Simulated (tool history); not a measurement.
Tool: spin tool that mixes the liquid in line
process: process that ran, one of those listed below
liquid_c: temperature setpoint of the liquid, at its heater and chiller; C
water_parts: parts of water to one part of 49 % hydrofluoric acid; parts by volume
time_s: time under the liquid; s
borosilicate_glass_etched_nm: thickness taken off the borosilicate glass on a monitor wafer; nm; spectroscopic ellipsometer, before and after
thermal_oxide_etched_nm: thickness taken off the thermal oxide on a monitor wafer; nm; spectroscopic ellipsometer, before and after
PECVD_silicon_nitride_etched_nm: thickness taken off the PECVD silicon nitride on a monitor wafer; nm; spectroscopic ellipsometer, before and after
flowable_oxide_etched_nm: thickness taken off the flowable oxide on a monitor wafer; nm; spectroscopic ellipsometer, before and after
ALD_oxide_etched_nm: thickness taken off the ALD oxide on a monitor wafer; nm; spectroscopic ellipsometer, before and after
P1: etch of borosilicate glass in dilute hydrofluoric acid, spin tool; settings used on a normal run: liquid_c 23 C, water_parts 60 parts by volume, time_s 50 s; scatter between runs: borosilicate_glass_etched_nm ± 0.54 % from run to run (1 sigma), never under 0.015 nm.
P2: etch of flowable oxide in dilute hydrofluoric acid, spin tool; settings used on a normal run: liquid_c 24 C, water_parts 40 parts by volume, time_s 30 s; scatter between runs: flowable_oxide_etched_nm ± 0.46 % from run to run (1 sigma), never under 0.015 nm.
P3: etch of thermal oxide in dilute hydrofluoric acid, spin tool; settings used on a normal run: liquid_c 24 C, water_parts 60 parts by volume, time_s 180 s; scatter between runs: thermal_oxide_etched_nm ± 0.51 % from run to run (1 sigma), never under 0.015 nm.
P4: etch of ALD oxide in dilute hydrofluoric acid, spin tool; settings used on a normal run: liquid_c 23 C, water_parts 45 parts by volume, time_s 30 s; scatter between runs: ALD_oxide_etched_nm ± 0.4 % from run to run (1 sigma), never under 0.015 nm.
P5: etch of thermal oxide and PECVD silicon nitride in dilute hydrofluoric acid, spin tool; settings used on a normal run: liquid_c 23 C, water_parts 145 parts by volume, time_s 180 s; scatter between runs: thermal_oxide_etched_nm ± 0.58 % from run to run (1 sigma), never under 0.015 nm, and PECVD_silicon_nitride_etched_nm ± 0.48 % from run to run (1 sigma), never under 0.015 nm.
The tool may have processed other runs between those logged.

| run | day | process | liquid_c | water_parts | time_s | hours since the thermometer was replaced | hours since the hydrofluoric acid flow meter was replaced | borosilicate_glass_etched_nm | thermal_oxide_etched_nm | PECVD_silicon_nitride_etched_nm | flowable_oxide_etched_nm | ALD_oxide_etched_nm |
|---|---|---|---|---|---|---|---|---|---|---|---|---|
| 1 | 0.246 | P1 | 23 | 60 | 50 | 2198.8 | 957.2 | 25.756 |  |  |  |  |
| 2 | 0.658 | P5 | 30 | 145 | 180 | 2208.7 | 967.1 |  | 6.9029 | 9.0122 |  |  |
| 3 | 1.075 | P2 | 27.5 | 40 | 30 | 2218.7 | 977.1 |  |  |  | 61.705 |  |
| 4 | 1.379 | P1 | 23 | 60 | 50 | 2226 | 984.4 | 25.745 |  |  |  |  |
| 5 | 1.65 | P1 | 23 | 60 | 50 | 2232.5 | 990.9 | 25.938 |  |  |  |  |
| 6 | 1.896 | P1 | 23 | 25 | 50 | 2238.4 | 996.8 | 64.739 |  |  |  |  |
| 7 | 2.183 | P1 | 23 | 60 | 15 | 2245.3 | 1003.7 | 7.7739 |  |  |  |  |
| 8 | 2.638 | P3 | 17 | 60 | 180 | 2256.2 | 1014.6 |  | 10.833 |  |  |  |
| 9 | 2.933 | P4 | 23 | 25 | 30 | 2263.3 | 1021.7 |  |  |  |  | 24.78 |
| 10 | 3.25 | P1 | 23 | 60 | 85 | 2270.9 | 1029.3 | 43.706 |  |  |  |  |
| 11 | 3.671 | P5 | 23 | 145 | 180 | 2281 | 1039.4 |  | 5.352 | 5.8109 |  |  |
| 12 | 3.988 | P2 | 24 | 40 | 30 | 2288.6 | 1047 |  |  |  | 53.175 |  |
| 13 | 4.308 | P1 | 23 | 60 | 50 | 2296.3 | 1054.7 | 25.827 |  |  |  |  |
| 14 | 4.667 | P1 | 30.5 | 60 | 75 | 2304.9 | 1063.3 | 51.837 |  |  |  |  |
| 15 | 5.021 | P1 | 23 | 105 | 50 | 2313.4 | 1071.8 | 13.908 |  |  |  |  |
| 16 | 5.483 | P2 | 24 | 40 | 30 | 2324.5 | 1082.9 |  |  |  | 53.473 |  |
| 17 | 5.904 | P5 | 23 | 145 | 285 | 2334.6 | 1093 |  | 8.441 | 9.1941 |  |  |
| 18 | 6.438 | P4 | 18 | 45 | 30 | 2347.4 | 1105.8 |  |  |  |  | 10.891 |
| 19 | 6.879 | P3 | 24 | 60 | 180 | 2358 | 1116.4 |  | 14.35 |  |  |  |
| 20 | 7.354 | P4 | 23 | 45 | 45 | 2369.4 | 1127.8 |  |  |  |  | 20.055 |
| 21 | 7.721 | P4 | 23 | 45 | 30 | 2378.2 | 1136.6 |  |  |  |  | 13.332 |
| 22 | 8.175 | P3 | 24 | 60 | 180 | 2389.1 | 1147.5 |  | 14.454 |  |  |  |
| 23 | 8.504 | P2 | 24 | 40 | 15 | 2397 | 1155.4 |  |  |  | 26.774 |  |
| 24 | 9 | P4 | 23 | 45 | 30 | 2408.9 | 1167.3 |  |  |  |  | 13.437 |
| 25 | 9.267 | P1 | 30.5 | 60 | 50 | 2415.3 | 1173.7 | 34.929 |  |  |  |  |
| 26 | 9.688 | P1 | 17 | 60 | 50 | 2425.4 | 1183.8 | 19.887 |  |  |  |  |
| 27 | 10.017 | P1 | 23 | 35 | 15 | 2433.3 | 1191.7 | 13.656 |  |  |  |  |
| 28 | 10.346 | P2 | 24 | 25 | 30 | 2441.2 | 1199.6 |  |  |  | 87.371 |  |
| 29 | 10.638 | P3 | 24 | 25 | 180 | 2448.2 | 1206.6 |  | 36.265 |  |  |  |
| 30 | 11.188 | P5 | 23 | 30 | 180 | 2461.4 | 1219.8 |  | 29.632 | 27.107 |  |  |
| 31 | 11.696 | P3 | 24 | 60 | 305 | 2473.6 | 1232 |  | 24.607 |  |  |  |
| 32 | 12.162 | P5 | 23 | 145 | 180 | 2484.8 | 1243.2 |  | 5.3796 | 5.7977 |  |  |
| 33 | 12.604 | P1 | 23 | 60 | 50 | 2495.4 | 1253.8 | 25.705 |  |  |  |  |
| 34 | 13.025 | P1 | 23 | 60 | 50 | 2505.5 | 1263.9 | 25.3 |  |  |  |  |
| 35 | 13.542 | P1 | 23 | 60 | 50 | 2517.9 | 1276.3 | 24.9 |  |  |  |  |
| 36 | 14.038 | P1 | 23 | 60 | 50 | 2529.8 | 1288.2 | 24.694 |  |  |  |  |
| 37 | 14.292 | P1 | 23 | 60 | 50 | 2535.9 | 1294.3 | 24.749 |  |  |  |  |
| 38 | 14.733 | P1 | 23 | 60 | 50 | 2546.5 | 1304.9 | 24.527 |  |  |  |  |
| 39 | 15.217 | P1 | 23 | 60 | 50 | 2558.1 | 1316.5 | 24.456 |  |  |  |  |
| 40 | 15.662 | P1 | 23 | 60 | 50 | 2568.8 | 1327.2 | 24.273 |  |  |  |  |
| 41 | 16.046 | P1 | 23 | 60 | 50 | 2578 | 1336.4 | 24.334 |  |  |  |  |
| 42 | 16.438 | P1 | 23 | 60 | 50 | 2587.4 | 1345.8 | 24.352 |  |  |  |  |
| 43 | 16.879 | P1 | 23 | 60 | 50 | 2598 | 1356.4 | 24.232 |  |  |  |  |

What P1 gives has crept off from where it sat before. The 2 causes that follow fit the log equally well, each at the size noted:
A: liquid colder than its thermometer reads (K) = 1.48
B: hydrofluoric acid flow below the setpoint (%) = 5.49
The drift started at roughly day 12.604.

Listed below are the offered check runs, one wafer per run, with question marks in place of results. For which of them would the causes give clearly different outcomes?
| check 1 | 17.321 | P2 | 24 | 40 | 30 |  |  |  |  |  | ? |  |
| check 2 | 17.321 | P4 | 23 | 45 | 30 |  |  |  |  |  |  | ? |
| check 3 | 17.321 | P3 | 24 | 60 | 180 |  |  |  | ? |  |  |  |
| check 4 | 17.321 | P5 | 23 | 145 | 180 |  |  |  | ? | ? |  |  |

What each check would give under each cause:
| check | result | if A | if B |
|---|---|---|---|
| check 1 | flowable_oxide_etched_nm | 50.386 | 50.5 |
| check 2 | ALD_oxide_etched_nm | 12.589 | 12.617 |
| check 3 | thermal_oxide_etched_nm | 13.606 | 13.602 |
| check 4 | thermal_oxide_etched_nm | 5.0558 | 5.0151 |
| check 4 | PECVD_silicon_nitride_etched_nm | 5.2585 | 5.4814 |
Per-check spread between the two closest causes, in the result where they differ most: check 1 0.23 %; check 2 0.22 %; check 3 0.03 %; check 4 4.15 %
Only check 4 tells the causes apart: in the others they would give nearly the same result.

Running check 4 produced the following: thermal_oxide_etched_nm 5.0049 nm; PECVD_silicon_nitride_etched_nm 5.4785 nm. Which one of the listed causes fits?

The correct cause is B, namely: hydrofluoric acid flow below the setpoint (%).
